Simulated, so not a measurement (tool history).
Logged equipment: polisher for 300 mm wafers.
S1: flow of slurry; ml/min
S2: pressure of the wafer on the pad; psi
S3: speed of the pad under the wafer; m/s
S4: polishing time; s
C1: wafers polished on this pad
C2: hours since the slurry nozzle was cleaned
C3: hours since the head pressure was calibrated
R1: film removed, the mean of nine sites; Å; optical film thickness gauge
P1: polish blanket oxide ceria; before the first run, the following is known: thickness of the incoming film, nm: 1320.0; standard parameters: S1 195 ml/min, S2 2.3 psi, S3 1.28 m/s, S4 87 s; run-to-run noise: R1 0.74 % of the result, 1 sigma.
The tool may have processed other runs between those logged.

Run 1, day 0.638: S1 195 ml/min, S2 2.3 psi, S3 1.28 m/s, S4 87 s; C1 489; C2 459; C3 212.5. Result: R1 3230.9 Å.
Run 2, day 1.275: S1 195 ml/min, S2 2.3 psi, S3 1.28 m/s, S4 87 s; C1 579; C2 474.3; C3 227.8. Result: R1 3255.6 Å.
Run 3, day 1.983: S1 195 ml/min, S2 2.3 psi, S3 1.28 m/s, S4 87 s; C1 680; C2 491.3; C3 244.8. Result: R1 3273.1 Å.
Run 4, day 2.571: S1 195 ml/min, S2 2.3 psi, S3 1.28 m/s, S4 127 s; C1 764; C2 505.4; C3 258.9. Result: R1 4811.3 Å.
Run 5, day 3: S1 195 ml/min, S2 2.3 psi, S3 1.28 m/s, S4 50 s; C1 825; C2 515.7; C3 269.2. Result: R1 1872.8 Å.
Run 6, day 3.546: S1 195 ml/min, S2 2.3 psi, S3 1.28 m/s, S4 87 s; C1 903; C2 528.8; C3 282.3. Result: R1 3276.6 Å.
Run 7, day 3.958: S1 195 ml/min, S2 2.3 psi, S3 1.98 m/s, S4 87 s; C1 961; C2 538.7; C3 292.2. Result: R1 5012.8 Å.
Run 8, day 4.658: S1 125 ml/min, S2 2.3 psi, S3 1.28 m/s, S4 87 s; C1 1061; C2 555.5; C3 309. Result: R1 3004.7 Å.
Run 9, day 5.342: S1 250 ml/min, S2 2.3 psi, S3 1.28 m/s, S4 87 s; C1 1158; C2 571.9; C3 325.4. Result: R1 3394.5 Å.
Run 10, day 5.929: S1 285 ml/min, S2 2.3 psi, S3 0.94 m/s, S4 87 s; C1 1242; C2 586; C3 339.5. Result: R1 2504.7 Å.
At day 6.317: slurry nozzle cleaned.
Run 11, day 6.575: S1 195 ml/min, S2 1 psi, S3 1.28 m/s, S4 87 s; C1 1334; C2 6.2; C3 355. Result: R1 1403.7 Å.
Run 12, day 7.104: S1 195 ml/min, S2 2.3 psi, S3 1.28 m/s, S4 87 s; C1 1409; C2 18.9; C3 367.7. Result: R1 3214.9 Å.
Run 13, day 7.658: S1 195 ml/min, S2 3.2 psi, S3 1.28 m/s, S4 119 s; C1 1488; C2 32.2; C3 381. Result: R1 6241.5 Å.
Run 14, day 8.258: S1 195 ml/min, S2 3.2 psi, S3 1.28 m/s, S4 87 s; C1 1574; C2 46.6; C3 395.4. Result: R1 4539.9 Å.
Run 15, day 8.629: S1 195 ml/min, S2 2.3 psi, S3 0.58 m/s, S4 87 s; C1 1626; C2 55.5; C3 404.3. Result: R1 1479.5 Å.
Run 16, day 8.979: S1 195 ml/min, S2 2.3 psi, S3 1.28 m/s, S4 87 s; C1 1676; C2 63.9; C3 412.7. Result: R1 3265.7 Å.
Run 17, day 9.662: S1 195 ml/min, S2 2.3 psi, S3 1.28 m/s, S4 87 s; C1 1773; C2 80.3; C3 429.1. Result: R1 3127.1 Å.
Run 18, day 10.071: S1 195 ml/min, S2 2.3 psi, S3 1.28 m/s, S4 87 s; C1 1832; C2 90.1; C3 438.9. Result: R1 3128.3 Å.
Run 19, day 10.504: S1 195 ml/min, S2 2.3 psi, S3 1.28 m/s, S4 87 s; C1 1893; C2 100.5; C3 449.3. Result: R1 3127.5 Å.
At day 11.092: head pressure recalibrated.
Run 20, day 11.262: S1 195 ml/min, S2 2.3 psi, S3 1.28 m/s, S4 87 s; C1 2001; C2 118.7; C3 4.2. Result: R1 3071.3 Å.
Run 21, day 11.621: S1 195 ml/min, S2 2.3 psi, S3 1.28 m/s, S4 87 s; C1 2052; C2 127.3; C3 12.8. Result: R1 3090.3 Å.
Run 22, day 12.196: S1 195 ml/min, S2 2.3 psi, S3 1.28 m/s, S4 87 s; C1 2134; C2 141.1; C3 26.6. Result: R1 3020.4 Å.

What P1 gives has crept away from where it was. These 2 causes fit the log equally well, each at the size given:
A: slurry flow missing at the pad, % = 30.9
B: removal rate lost through wear of the pad, % = 5.8
The process output started creeping at around day 8.979.
Other possible causes, and why each is ruled out:
head's pressure below its setpoint, %: serviced at day 11.092, which brought nothing back

Each of the check runs listed below is run on 5 wafers and reports their average, with the results left as question marks. Pick the one under which the possible causes would lead to clearly different results.
Run check 1, day 12.771: S1 195 ml/min, S2 1.1 psi, S3 1.28 m/s, S4 87 s. Result: R1 ?.
Run check 2, day 12.771: S1 195 ml/min, S2 2.9 psi, S3 1.28 m/s, S4 87 s. Result: R1 ?.
Run check 3, day 12.771: S1 195 ml/min, S2 3.1 psi, S3 1.28 m/s, S4 124 s. Result: R1 ?.
Run check 4, day 12.771: S1 125 ml/min, S2 2.3 psi, S3 1.76 m/s, S4 87 s. Result: R1 ?.

What each check would give under each cause:
  check  result    if A    if B
check 1      R1  1462.4  1462.4
check 2      R1  3855.4  3855.4
check 3      R1    5874  5874.1
check 4      R1  3787.9  3902.2
Gap, in per cent, between the two causes that each check separates least, read from the result that separates them most: check 1 0 %; check 2 0 %; check 3 0 %; check 4 2.97 %
Of the check runs offered, only check 4 discriminates between the causes; the rest would read about the same regardless of which cause applies.

After running check 4, the following was obtained: R1 3795.5 Å. Which cause does this point to?

It was cause A: slurry flow missing at the pad, %.
